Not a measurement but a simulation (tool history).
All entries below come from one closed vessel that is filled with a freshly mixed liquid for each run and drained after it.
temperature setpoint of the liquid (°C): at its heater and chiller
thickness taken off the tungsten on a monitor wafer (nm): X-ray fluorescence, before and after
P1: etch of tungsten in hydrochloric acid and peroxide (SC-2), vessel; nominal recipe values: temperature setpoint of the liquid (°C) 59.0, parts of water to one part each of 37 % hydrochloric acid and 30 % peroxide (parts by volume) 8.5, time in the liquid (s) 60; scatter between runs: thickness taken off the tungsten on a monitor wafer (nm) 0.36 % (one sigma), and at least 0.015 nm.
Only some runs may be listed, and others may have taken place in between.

run     day  temperature setpoint of the liquid (°C)  parts of water to one part each of 37 % hydrochloric acid and 30 % peroxide (parts by volume)  time in the liquid (s)  hours since the thermometer was replaced  hours since the chemicals flow meter was replaced  hours since the drum of peroxide was connected  thickness taken off the tungsten on a monitor wafer (nm)
  1   0.458                                     59.0                                                                                            8.5                      60                                     441.6                                              443.9                                           415.0                                                   21.8730
  2   0.975                                     45.0                                                                                            8.5                      60                                     454.0                                              456.3                                           427.4                                                    8.6774
  3   1.367                                     72.0                                                                                            8.5                      60                                     463.4                                              465.7                                           436.8                                                   47.9690
  4   1.754                                     59.0                                                                                            8.5                      30                                     472.7                                              475.0                                           446.1                                                   10.8580
  5   2.367                                     59.0                                                                                            8.5                      60                                     487.4                                              489.7                                           460.8                                                   21.8830
  6   3.108                                     59.0                                                                                            8.5                     100                                     505.2                                              507.5                                           478.6                                                   36.1660
      3.704  -- new drum of peroxide connected
  7   3.821                                     44.5                                                                                           11.5                      60                                     522.3                                              524.6                                             2.9                                                    6.4992
  8   4.254                                     59.0                                                                                           12.0                      60                                     532.7                                              535.0                                            13.3                                                   16.3440
  9   4.675                                     59.0                                                                                            8.5                      60                                     542.8                                              545.1                                            23.4                                                   21.8440
 10   5.121                                     59.0                                                                                            4.0                      90                                     553.5                                              555.8                                            34.1                                                   57.4500
 11   5.558                                     59.0                                                                                            4.0                      60                                     564.0                                              566.3                                            44.6                                                   38.3600
 12   6.117                                     59.0                                                                                            5.0                     115                                     577.4                                              579.7                                            58.0                                                   62.6100
 13   6.471                                     59.0                                                                                            8.5                      60                                     585.9                                              588.2                                            66.5                                                   22.0010
 14   7.062                                     59.0                                                                                            8.5                      60                                     600.1                                              602.4                                            80.7                                                   21.7250
 15   7.575                                     59.0                                                                                            8.5                      60                                     612.4                                              614.7                                            93.0                                                   22.4530
 16   8.129                                     59.0                                                                                            8.5                      60                                     625.7                                              628.0                                           106.3                                                   22.8250
 17   8.792                                     59.0                                                                                            8.5                      60                                     641.6                                              643.9                                           122.2                                                   23.1050
 18   9.221                                     59.0                                                                                            8.5                      60                                     651.9                                              654.2                                           132.5                                                   23.2570
 19   9.875                                     59.0                                                                                            8.5                      60                                     667.6                                              669.9                                           148.2                                                   23.5100
 20  10.604                                     59.0                                                                                            8.5                      60                                     685.1                                              687.4                                           165.7                                                   23.5590
 21  11.012                                     59.0                                                                                            8.5                      60                                     694.9                                              697.2                                           175.5                                                   23.5410
 22  11.792                                     59.0                                                                                            8.5                      60                                     713.6                                              715.9                                           194.2                                                   23.6490
 23  12.154                                     59.0                                                                                            8.5                      60                                     722.3                                              724.6                                           202.9                                                   23.8200
 24  12.571                                     59.0                                                                                            8.5                      60                                     732.3                                              734.6                                           212.9                                                   23.8120
 25  13.100                                     59.0                                                                                            8.5                      60                                     745.0                                              747.3                                           225.6                                                   23.6090

The log shows P1 creeping away from where it was. Any of the 2 causes listed here, at the size stated for it, fits the log just as well as the others:
A: liquid hotter than its thermometer reads (K) = 1.36
B: chemicals flow above the setpoint (%) = 11.2
The gradual shift began around day 7.062.
Why every other cause is out:
peroxide weaker than its label (%): at most 8, which would move thickness taken off the tungsten on a monitor wafer (nm) by -7.3 %: too little, or the wrong way

Which of the 4 check runs listed below, each an average over 2 wafers with its results shown as question marks, gives clearly different results under the different listed causes?
check 1  13.629                                     45.0                                                                                            4.0                      60                                                                                                                                                                                                      ?
check 2  13.629                                     68.0                                                                                            8.5                      60                                                                                                                                                                                                      ?
check 3  13.629                                     52.0                                                                                            8.5                      30                                                                                                                                                                                                      ?
check 4  13.629                                     50.5                                                                                            8.5                      60                                                                                                                                                                                                      ?

How each check would come out, cause by cause:
  check                                                    result     if A     if B
check 1  thickness taken off the tungsten on a monitor wafer (nm)  16.6700  16.2810
check 2  thickness taken off the tungsten on a monitor wafer (nm)  41.1550  41.3200
check 3  thickness taken off the tungsten on a monitor wafer (nm)   7.5992   7.5677
check 4  thickness taken off the tungsten on a monitor wafer (nm)  13.7740  13.7050
How far apart the two closest causes lie, in the result that separates them most: check 1 2.36 %; check 2 0.4 %; check 3 0.42 %; check 4 0.5 %
Of the check runs offered, only check 1 discriminates between the causes; the rest would read about the same regardless of which cause applies.

Check 1 was carried out, with these results: thickness taken off the tungsten on a monitor wafer (nm) 16.2760. Which of the listed causes is responsible?

Of the candidate causes, it is B: chemicals flow above the setpoint (%).
